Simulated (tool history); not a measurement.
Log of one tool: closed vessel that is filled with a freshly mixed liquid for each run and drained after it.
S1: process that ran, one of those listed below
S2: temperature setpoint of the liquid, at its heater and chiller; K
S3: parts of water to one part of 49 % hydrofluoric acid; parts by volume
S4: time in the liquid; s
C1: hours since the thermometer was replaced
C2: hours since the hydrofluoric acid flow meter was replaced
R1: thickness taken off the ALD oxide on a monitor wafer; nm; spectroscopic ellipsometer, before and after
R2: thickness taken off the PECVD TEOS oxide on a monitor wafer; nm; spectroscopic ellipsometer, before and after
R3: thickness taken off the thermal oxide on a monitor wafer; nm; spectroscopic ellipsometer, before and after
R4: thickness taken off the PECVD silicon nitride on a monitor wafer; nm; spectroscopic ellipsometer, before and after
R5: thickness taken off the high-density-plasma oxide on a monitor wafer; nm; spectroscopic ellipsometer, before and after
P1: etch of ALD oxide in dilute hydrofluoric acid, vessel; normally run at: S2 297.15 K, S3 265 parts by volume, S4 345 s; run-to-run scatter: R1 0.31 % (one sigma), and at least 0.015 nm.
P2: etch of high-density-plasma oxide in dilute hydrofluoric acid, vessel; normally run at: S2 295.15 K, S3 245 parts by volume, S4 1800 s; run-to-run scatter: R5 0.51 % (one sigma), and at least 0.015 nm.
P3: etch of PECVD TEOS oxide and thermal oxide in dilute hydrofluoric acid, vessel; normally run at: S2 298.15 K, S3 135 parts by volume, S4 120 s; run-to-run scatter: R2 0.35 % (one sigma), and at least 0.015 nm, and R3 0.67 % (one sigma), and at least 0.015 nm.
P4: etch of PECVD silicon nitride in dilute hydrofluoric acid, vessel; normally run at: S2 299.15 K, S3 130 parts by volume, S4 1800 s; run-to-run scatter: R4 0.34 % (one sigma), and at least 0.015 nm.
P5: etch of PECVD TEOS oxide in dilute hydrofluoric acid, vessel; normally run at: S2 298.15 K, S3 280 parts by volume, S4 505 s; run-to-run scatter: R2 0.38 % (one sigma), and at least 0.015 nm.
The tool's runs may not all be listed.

run,day,S1,S2,S3,S4,C1,C2,R1,R2,R3,R4,R5
1,0.379,P1,297.15,265,345,1933.6,505.9,10.4790,,,,
2,0.779,P3,298.15,135,120,1943.2,515.5,,11.8500,4.3223,,
3,1.079,P1,297.15,265,345,1950.4,522.7,10.4530,,,,
4,1.650,P5,298.15,280,505,1964.1,536.4,,34.4080,,,
5,2.217,P1,297.15,265,345,1977.7,550.0,10.5770,,,,
6,2.592,P1,297.15,460,345,1986.7,559.0,5.0748,,,,
7,3.008,P1,297.15,265,345,1996.7,569.0,10.4880,,,,
8,3.512,P4,304.65,130,1800,2008.8,581.1,,,,66.247,
9,4.062,P3,298.15,135,30,2022.0,594.3,,2.9443,1.0884,,
10,4.438,P1,293.65,265,345,2031.0,603.3,9.2236,,,,
11,5.000,P5,298.15,280,30,2044.5,616.8,,2.0670,,,
12,5.304,P1,297.15,140,345,2051.8,624.1,22.5930,,,,
13,5.646,P5,298.15,440,505,2060.0,632.3,,18.7030,,,
14,6.262,P4,299.15,235,1800,2074.8,647.1,,,,25.885,
15,6.858,P1,297.15,265,115,2089.1,661.4,3.5007,,,,
16,7.279,P2,295.15,90,1800,2099.2,671.5,,,,,121.020
17,7.888,P4,299.15,130,2900,2113.8,686.1,,,,75.721,
18,8.242,P5,290.15,280,505,2122.3,694.6,,25.5620,,,
19,8.767,P1,290.15,465,345,2134.9,707.2,3.9111,,,,
20,9.162,P1,297.15,265,535,2144.4,716.7,16.2790,,,,
21,9.575,P4,299.15,130,1800,2154.3,726.6,,,,46.700,
22,9.871,P1,292.65,390,345,2161.4,733.7,5.4495,,,,
23,10.471,P2,290.15,245,1800,2175.8,748.1,,,,,30.940
# day 10.750: thermometer replaced
24,10.900,P3,298.15,60,120,3.6,758.4,,29.2570,10.4810,,
25,11.283,P2,295.15,245,765,12.8,767.6,,,,,16.118
26,11.638,P3,298.15,135,120,21.3,776.1,,11.9280,4.2379,,
27,11.946,P1,290.15,395,345,28.7,783.5,4.9246,,,,
28,12.288,P1,297.15,265,345,36.9,791.7,10.4860,,,,
29,12.721,P1,297.15,265,345,47.3,802.1,10.4680,,,,
30,13.112,P2,295.15,245,1800,56.7,811.5,,,,,38.156
31,13.746,P1,302.15,265,345,71.9,826.7,12.4210,,,,
32,14.246,P3,304.15,135,120,83.9,838.7,,14.7880,5.3413,,
33,14.738,P1,297.15,265,345,95.7,850.5,10.4370,,,,
34,15.162,P1,297.15,265,345,105.9,860.7,10.1190,,,,
35,15.642,P1,297.15,265,345,117.4,872.2,9.8413,,,,
36,16.154,P1,297.15,265,345,129.7,884.5,9.8238,,,,
37,16.483,P1,297.15,265,345,137.6,892.4,9.7324,,,,
38,17.054,P1,297.15,265,345,151.3,906.1,9.6823,,,,
39,17.375,P1,297.15,265,345,159.0,913.8,9.8066,,,,

What P1 gives has crept away from where it was. These 2 causes fit the log equally well, each at the size given:
A: liquid colder than its thermometer reads (K) = 2.15
B: hydrofluoric acid flow below the setpoint (%) = 5.87
The creep began at about day 14.738.

4 check runs are offered, one wafer each, their results left as question marks. Which one tells the causes apart?
check 1,17.696,P4,299.15,235,2845,,,,,,?,
check 2,17.696,P5,294.65,280,505,,,,?,,,
check 3,17.696,P3,301.65,135,30,,,,?,?,,
check 4,17.696,P2,290.15,245,1800,,,,,,,?

What each check would give under each cause:
check,result,if A,if B
check 1,R4,35.927,38.627
check 2,R2,28.0000,28.0610
check 3,R2,3.1151,3.1431
check 3,R3,1.1256,1.1358
check 4,R5,28.650,28.966
How far apart the two closest causes lie, in the result that separates them most: check 1 7.25 %; check 2 0.22 %; check 3 0.9 %; check 4 1.1 %
Check 1 tells the causes apart: in the others they would give nearly the same result.

Then check 1 was run and gave: R4 36.188 nm. Which cause is it?

It is A: liquid colder than its thermometer reads (K).
